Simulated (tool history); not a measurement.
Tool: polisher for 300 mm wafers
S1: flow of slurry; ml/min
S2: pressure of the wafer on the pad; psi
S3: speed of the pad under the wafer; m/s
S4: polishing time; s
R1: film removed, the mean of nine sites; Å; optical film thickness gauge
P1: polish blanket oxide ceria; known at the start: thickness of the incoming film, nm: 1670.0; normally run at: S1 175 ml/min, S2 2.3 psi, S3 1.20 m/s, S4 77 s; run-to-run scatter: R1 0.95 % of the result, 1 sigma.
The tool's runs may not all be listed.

run   hour   S1   S2    S3   S4      R1
  1    7.8  175  2.3  1.20   77  3430.7
  2   15.9  175  2.3  1.20   77  3443.7
  3   25.6  175  2.3  1.20   77  3452.4
  4   32.5  175  2.3  1.20   43  1915.3
  5   45.9  175  2.3  1.20   77  3405.1
  6   52.5  175  1.1  1.20   77  1637.8
  7   66.2  175  2.3  0.78   77  2216.7
  8   76.4  175  2.3  1.56  113  6495.8
  9   86.2  240  2.3  1.20   77  3543.1
 10  100.5  175  3.3  1.20   77  4888.2
 11  107.9  175  2.3  1.20  114  5078.2
 12  120.8  175  2.3  1.20   77  3424.1
 13  129.3  105  2.3  1.20   77  3097.8
 14  137.1  175  2.3  1.68   77  4750.6
 15  150.7  175  2.3  1.20   77  3436.1
 16  163.4  175  2.3  1.20   77  3281.7
 17  173.4  175  2.3  1.20   77  3253.9
     185.5  -- head pressure recalibrated
 18  187.7  175  2.3  1.20   77  3181.4
 19  196.1  175  2.3  1.20   77  3084.3
 20  203.3  175  2.3  1.20   77  3097.1
 21  212.8  175  2.3  1.20   77  3153.0
 22  224.9  175  2.3  1.20   77  3066.8
 23  236.0  175  2.3  1.20   77  3164.9
 24  247.7  175  2.3  1.20   77  3133.4

What P1 gives has crept away from where it was. These 2 causes fit the log equally well, each at the size given:
A: slurry flow missing at the pad, % = 38.3
B: removal rate lost through wear of the pad, % = 8.7
The creep began at about hour 150.7.
Why every other cause is out:
head's pressure below its setpoint, %: serviced at hour 185.5, which brought nothing back

4 check runs are offered, each on 3 wafers whose results are averaged, their results left as question marks. Which one tells the causes apart?
check 1  259.4  175  1.8  1.20  77   ?
check 2  259.4  175  1.7  1.20  77   ?
check 3  259.4  115  2.3  1.20  77   ?
check 4  259.4  175  2.3  0.84  77   ?

What each check would give under each cause:
  check  result    if A    if B
check 1      R1  2435.3  2435.5
check 2      R1  2300.0  2300.2
check 3      R1  2765.0  2882.0
check 4      R1  2178.3  2178.4
How far apart the two closest causes lie, in the result that separates them most: check 1 0.01 %; check 2 0.01 %; check 3 4.14 %; check 4 0.01 %
Only check 3 tells the causes apart: in the others they would give nearly the same result.

Then check 3 was run and gave: R1 2906.7 Å. Which cause is it?

It is B: removal rate lost through wear of the pad, %.

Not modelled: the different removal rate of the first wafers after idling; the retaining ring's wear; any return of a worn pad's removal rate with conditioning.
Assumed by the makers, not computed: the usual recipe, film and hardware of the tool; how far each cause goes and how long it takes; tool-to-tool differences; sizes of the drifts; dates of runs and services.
